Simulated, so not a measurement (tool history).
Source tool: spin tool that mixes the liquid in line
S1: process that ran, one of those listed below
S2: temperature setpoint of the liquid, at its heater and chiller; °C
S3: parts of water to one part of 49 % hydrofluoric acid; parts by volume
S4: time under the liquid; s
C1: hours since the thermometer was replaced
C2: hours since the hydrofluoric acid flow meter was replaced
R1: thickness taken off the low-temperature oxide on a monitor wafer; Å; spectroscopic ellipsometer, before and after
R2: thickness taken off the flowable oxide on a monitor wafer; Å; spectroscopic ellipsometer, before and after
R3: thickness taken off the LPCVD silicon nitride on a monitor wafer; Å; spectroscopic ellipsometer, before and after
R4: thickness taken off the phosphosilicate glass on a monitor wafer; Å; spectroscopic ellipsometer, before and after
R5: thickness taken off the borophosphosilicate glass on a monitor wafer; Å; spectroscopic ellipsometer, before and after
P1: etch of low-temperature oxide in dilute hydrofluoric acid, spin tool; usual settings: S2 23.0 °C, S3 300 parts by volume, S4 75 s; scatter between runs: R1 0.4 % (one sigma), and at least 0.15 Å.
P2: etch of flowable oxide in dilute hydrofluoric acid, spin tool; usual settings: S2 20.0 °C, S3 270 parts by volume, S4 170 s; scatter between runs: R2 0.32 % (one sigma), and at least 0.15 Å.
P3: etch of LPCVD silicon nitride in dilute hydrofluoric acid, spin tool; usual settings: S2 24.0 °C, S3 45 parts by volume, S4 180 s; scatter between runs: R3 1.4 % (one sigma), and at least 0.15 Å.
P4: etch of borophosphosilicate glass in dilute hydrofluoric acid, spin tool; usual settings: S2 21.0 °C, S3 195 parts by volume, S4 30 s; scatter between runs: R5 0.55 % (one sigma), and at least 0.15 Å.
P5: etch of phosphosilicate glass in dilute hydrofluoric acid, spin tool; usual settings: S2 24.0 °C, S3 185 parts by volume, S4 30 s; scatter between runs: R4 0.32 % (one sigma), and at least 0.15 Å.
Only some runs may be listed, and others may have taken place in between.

| run | day | S1 | S2 | S3 | S4 | C1 | C2 | R1 | R2 | R3 | R4 | R5 |
|---|---|---|---|---|---|---|---|---|---|---|---|---|
| 1 | 0.579 | P1 | 23.0 | 300 | 75 | 817.3 | 593.9 | 67.632 |  |  |  |  |
| 2 | 1.312 | P2 | 26.5 | 270 | 170 | 834.9 | 611.5 |  | 199.63 |  |  |  |
| 3 | 2.042 | P1 | 23.0 | 300 | 75 | 852.4 | 629.0 | 67.269 |  |  |  |  |
| 4 | 2.800 | P3 | 17.0 | 45 | 180 | 870.6 | 647.2 |  |  | 11.942 |  |  |
| 5 | 3.212 | P2 | 20.0 | 270 | 170 | 880.5 | 657.1 |  | 158.72 |  |  |  |
| 6 | 3.929 | P2 | 20.0 | 270 | 335 | 897.7 | 674.3 |  | 313.71 |  |  |  |
| 7 | 4.354 | P3 | 24.0 | 45 | 300 | 907.9 | 684.5 |  |  | 32.635 |  |  |
| 8 | 5.133 | P1 | 23.0 | 535 | 45 | 926.6 | 703.2 | 18.633 |  |  |  |  |
| 9 | 5.496 | P5 | 31.5 | 185 | 30 | 935.3 | 711.9 |  |  |  | 309.71 |  |
| 10 | 6.179 | P1 | 17.0 | 150 | 75 | 951.7 | 728.3 | 124.560 |  |  |  |  |
| 11 | 6.883 | P1 | 23.0 | 300 | 15 | 968.6 | 745.2 | 13.488 |  |  |  |  |
|  | 7.488 | hydrofluoric acid flow meter replaced |
| 12 | 7.667 | P1 | 23.0 | 300 | 75 | 987.4 | 4.4 | 67.887 |  |  |  |  |
| 13 | 8.262 | P1 | 28.0 | 300 | 20 | 1001.7 | 18.7 | 21.722 |  |  |  |  |
| 14 | 9.025 | P4 | 17.0 | 195 | 30 | 1020.0 | 37.0 |  |  |  |  | 61.465 |
| 15 | 9.500 | P2 | 20.0 | 75 | 170 | 1031.4 | 48.4 |  | 703.13 |  |  |  |
| 16 | 9.979 | P5 | 24.0 | 80 | 30 | 1042.9 | 59.9 |  |  |  | 619.66 |  |
| 17 | 10.771 | P1 | 23.0 | 520 | 75 | 1061.9 | 78.9 | 32.501 |  |  |  |  |
| 18 | 11.333 | P1 | 23.0 | 85 | 75 | 1075.4 | 92.4 | 299.300 |  |  |  |  |
| 19 | 12.062 | P4 | 21.0 | 305 | 30 | 1092.9 | 109.9 |  |  |  |  | 41.749 |
| 20 | 12.504 | P1 | 23.0 | 300 | 150 | 1103.5 | 120.5 | 135.060 |  |  |  |  |
| 21 | 12.917 | P1 | 29.0 | 300 | 75 | 1113.4 | 130.4 | 83.413 |  |  |  |  |
| 22 | 13.292 | P5 | 24.0 | 185 | 30 | 1122.4 | 139.4 |  |  |  | 237.42 |  |
| 23 | 14.029 | P1 | 23.0 | 300 | 75 | 1140.1 | 157.1 | 66.851 |  |  |  |  |
|  | 14.446 | thermometer replaced |
| 24 | 14.708 | P3 | 24.0 | 70 | 180 | 6.4 | 173.4 |  |  | 12.664 |  |  |
| 25 | 15.112 | P4 | 21.0 | 195 | 30 | 16.1 | 183.1 |  |  |  |  | 72.079 |
| 26 | 15.821 | P1 | 17.0 | 300 | 75 | 33.1 | 200.1 | 54.222 |  |  |  |  |
| 27 | 16.467 | P1 | 23.0 | 300 | 75 | 48.6 | 215.6 | 67.390 |  |  |  |  |
| 28 | 17.221 | P4 | 21.0 | 195 | 15 | 66.7 | 233.7 |  |  |  |  | 36.508 |
| 29 | 17.579 | P5 | 24.0 | 185 | 30 | 75.3 | 242.3 |  |  |  | 236.48 |  |
| 30 | 18.154 | P5 | 24.0 | 185 | 55 | 89.1 | 256.1 |  |  |  | 437.96 |  |
| 31 | 18.592 | P3 | 24.0 | 45 | 180 | 99.6 | 266.6 |  |  | 19.646 |  |  |
| 32 | 19.333 | P1 | 23.0 | 300 | 75 | 117.4 | 284.4 | 67.339 |  |  |  |  |
| 33 | 19.996 | P1 | 23.0 | 300 | 75 | 133.3 | 300.3 | 67.088 |  |  |  |  |
| 34 | 20.379 | P1 | 23.0 | 300 | 75 | 142.5 | 309.5 | 68.390 |  |  |  |  |
| 35 | 21.079 | P1 | 23.0 | 300 | 75 | 159.3 | 326.3 | 69.502 |  |  |  |  |
| 36 | 21.600 | P1 | 23.0 | 300 | 75 | 171.8 | 338.8 | 70.388 |  |  |  |  |
| 37 | 22.192 | P1 | 23.0 | 300 | 75 | 186.0 | 353.0 | 70.472 |  |  |  |  |
| 38 | 22.758 | P1 | 23.0 | 300 | 75 | 199.6 | 366.6 | 70.442 |  |  |  |  |
| 39 | 23.333 | P1 | 23.0 | 300 | 75 | 213.4 | 380.4 | 71.075 |  |  |  |  |
| 40 | 24.025 | P1 | 23.0 | 300 | 75 | 230.0 | 397.0 | 70.943 |  |  |  |  |
| 41 | 24.504 | P1 | 23.0 | 300 | 75 | 241.5 | 408.5 | 71.390 |  |  |  |  |
| 42 | 24.938 | P1 | 23.0 | 300 | 75 | 251.9 | 418.9 | 71.192 |  |  |  |  |
| 43 | 25.321 | P1 | 23.0 | 300 | 75 | 261.1 | 428.1 | 71.098 |  |  |  |  |

Something has made what P1 gives creep away from where it was; the 2 causes below, each at its own stated size, fit the log equally well:
A: liquid hotter than its thermometer reads (K) = 1.47
B: hydrofluoric acid flow above the setpoint (%) = 4.06
The onset of the drift is placed at about day 19.996.

Below are 4 check runs, each averaged over 3 wafers, with their results shown as question marks. Which of them would give clearly different results depending on which cause is behind the drift?
| check 1 | 25.704 | P5 | 29.5 | 185 | 30 |  |  |  |  |  | ? |  |
| check 2 | 25.704 | P4 | 17.5 | 290 | 30 |  |  |  |  |  |  | ? |
| check 3 | 25.704 | P2 | 24.5 | 270 | 170 |  |  |  | ? |  |  |  |
| check 4 | 25.704 | P3 | 17.0 | 45 | 290 |  |  |  |  | ? |  |  |

What every check run would give for each of its results, assuming each possible cause in turn:
| check | result | if A | if B |
|---|---|---|---|
| check 1 | R4 | 305.63 | 304.87 |
| check 2 | R5 | 40.952 | 40.721 |
| check 3 | R2 | 196.94 | 196.79 |
| check 4 | R3 | 21.553 | 20.186 |
How far apart the two closest causes lie, in the result that separates them most: check 1 0.25 %; check 2 0.57 %; check 3 0.07 %; check 4 6.55 %
Check 4 tells the causes apart: in the others they would give nearly the same result.

Here is what check 4 returned: R3 20.261 Å. Which cause is it?

It is B: hydrofluoric acid flow above the setpoint (%).
